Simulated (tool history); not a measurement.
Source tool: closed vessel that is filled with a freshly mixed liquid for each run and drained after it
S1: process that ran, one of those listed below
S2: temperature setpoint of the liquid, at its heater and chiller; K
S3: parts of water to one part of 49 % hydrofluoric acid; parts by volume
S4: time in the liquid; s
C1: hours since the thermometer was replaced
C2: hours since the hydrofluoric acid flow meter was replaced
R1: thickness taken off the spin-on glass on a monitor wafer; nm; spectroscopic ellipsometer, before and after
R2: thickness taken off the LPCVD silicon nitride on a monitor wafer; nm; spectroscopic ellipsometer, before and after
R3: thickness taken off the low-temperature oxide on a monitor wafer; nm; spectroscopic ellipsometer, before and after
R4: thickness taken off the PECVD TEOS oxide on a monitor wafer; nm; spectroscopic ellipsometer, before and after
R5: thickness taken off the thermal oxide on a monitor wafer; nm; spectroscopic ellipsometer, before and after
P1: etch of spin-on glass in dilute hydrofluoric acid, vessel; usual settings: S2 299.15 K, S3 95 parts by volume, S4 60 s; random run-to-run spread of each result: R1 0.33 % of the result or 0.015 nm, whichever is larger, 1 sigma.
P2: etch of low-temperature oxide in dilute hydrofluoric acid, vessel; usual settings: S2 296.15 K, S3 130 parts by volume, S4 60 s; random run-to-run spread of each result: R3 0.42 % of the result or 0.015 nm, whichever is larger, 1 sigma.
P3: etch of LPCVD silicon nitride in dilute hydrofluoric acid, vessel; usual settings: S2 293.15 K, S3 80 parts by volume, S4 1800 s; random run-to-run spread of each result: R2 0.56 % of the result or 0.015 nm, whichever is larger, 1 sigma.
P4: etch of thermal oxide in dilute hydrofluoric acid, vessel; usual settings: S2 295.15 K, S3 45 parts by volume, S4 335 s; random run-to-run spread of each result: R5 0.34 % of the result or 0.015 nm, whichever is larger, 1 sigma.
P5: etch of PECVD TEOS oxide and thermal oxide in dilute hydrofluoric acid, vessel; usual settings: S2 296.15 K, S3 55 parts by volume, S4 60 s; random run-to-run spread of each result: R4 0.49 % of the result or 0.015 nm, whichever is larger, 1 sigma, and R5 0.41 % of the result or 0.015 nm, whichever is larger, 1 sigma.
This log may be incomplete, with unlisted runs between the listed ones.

run   hour  S1      S2   S3    S4      C1     C2      R1      R2      R3      R4      R5
  1    6.9  P1  299.15   95    60  1391.8  180.1  33.537
  2   15.6  P3  293.15   80  1800  1400.5  188.8          7.9724
  3   23.1  P3  293.15   80  1800    1408  196.3          7.9866
  4   28.2  P1  299.15  150    60  1413.1  201.4  19.714
  5   33.9  P1  299.15   95    60  1418.8  207.1   33.47
  6     42  P2  296.15  130    95  1426.9  215.2                   23.75
  7   47.3  P1  299.15   95    60  1432.2  220.5  33.533
  8   52.8  P1  299.15   95    60  1437.7    226  33.654
      55.6  -- thermometer replaced
  9   62.4  P5  296.15   55    30     6.9  235.6                          15.455  2.6844
 10   70.4  P1  299.15   95    30    14.9  243.6  16.785
 11   80.5  P5  296.15  100    60      25  253.7                          16.209  2.7684
 12   87.6  P1  299.15   95   110    32.1  260.8  61.129
 13   96.5  P4  295.15   45   335      41  269.7                                   34.26
 14    103  P5  300.15   55    60    47.5  276.2                          36.546  6.2645
 15  111.4  P4  295.15   20   335    55.9  284.6                                  79.655
 16    120  P3  293.15  140  1800    64.5  293.2          4.6426
 17  129.1  P3  293.15   80  3605    73.6  302.3           15.98
 18  137.4  P2  296.15   80    60    81.9  310.6                  26.095
 19  143.3  P2  290.15  130    60    87.8  316.5                  11.851
 20  148.6  P2  296.15  130    60    93.1  321.8                  15.159
 21  155.7  P3  290.15   80  1800   100.2  328.9          6.4848
 22  161.4  P1  299.15   95    60   105.9  334.6  33.526
 23  170.3  P2  296.15  130    60   114.8  343.5                  15.074
 24  178.4  P4  295.15   45    40   122.9  351.6                                  4.1299
 25  183.6  P1  305.65   95    60   128.1  356.8  42.862
 26  188.2  P1  291.15   95    60   132.7  361.4  24.235
 27  193.1  P4  300.65   45   335   137.6  366.3                                  43.439
 28  198.6  P1  299.15   95    60   143.1  371.8  33.408
 29  208.1  P1  299.15   30    60   152.6  381.3   116.2
 30  215.4  P5  296.15   55    60   159.9  388.6                          31.352  5.2834
 31  224.1  P1  306.65   95    30   168.6  397.3  22.161
 32  229.8  P1  299.15   95    60   174.3    403  33.346
 33  236.5  P1  299.15   95    60     181  409.7  32.331
 34  241.5  P1  299.15   95    60     186  414.7  32.104
 35  250.6  P1  299.15   95    60   195.1  423.8  31.476
 36  259.2  P1  299.15   95    60   203.7  432.4  31.314
 37  266.6  P1  299.15   95    60   211.1  439.8  31.269
 38  272.9  P1  299.15   95    60   217.4  446.1  31.363
 39  277.4  P1  299.15   95    60   221.9  450.6  31.106

Compared with where it was, what P1 gives has crept away. Each cause listed below fits the log as well as the rest, at the size given for it:
A: hydrofluoric acid flow below the setpoint (%) = 6.03
B: liquid colder than its thermometer reads (K) = 1.79
The gradual shift began around hour 229.8.

The check runs listed below each take one wafer, and their results are still question marks. Under which run would the listed causes lead to clearly different results?
check 1  281.9  P3  293.15  135  3465               ?
check 2  281.9  P4  298.15   45   335                           ?
check 3  281.9  P5  296.15  100    60                       ?   ?
check 4  281.9  P2  291.15  130    85                   ?

Check results expected under each cause:
  check  result    if A    if B
check 1      R2   8.674  8.1642
check 2      R5   36.53   36.25
check 3      R4  15.105  15.071
check 3      R5  2.5826  2.5768
check 4      R3  16.271  16.214
Smallest distance between any two causes, each pair judged by its most separating result, in per cent: check 1 6.06 %; check 2 0.77 %; check 3 0.23 %; check 4 0.35 %
The causes can be told apart only by check 1. The other checks would give nearly the same results under each of them.

The results of check 1 are: R2 8.2093 nm. Based on these, which of the listed causes is it?

It was cause B: liquid colder than its thermometer reads (K).
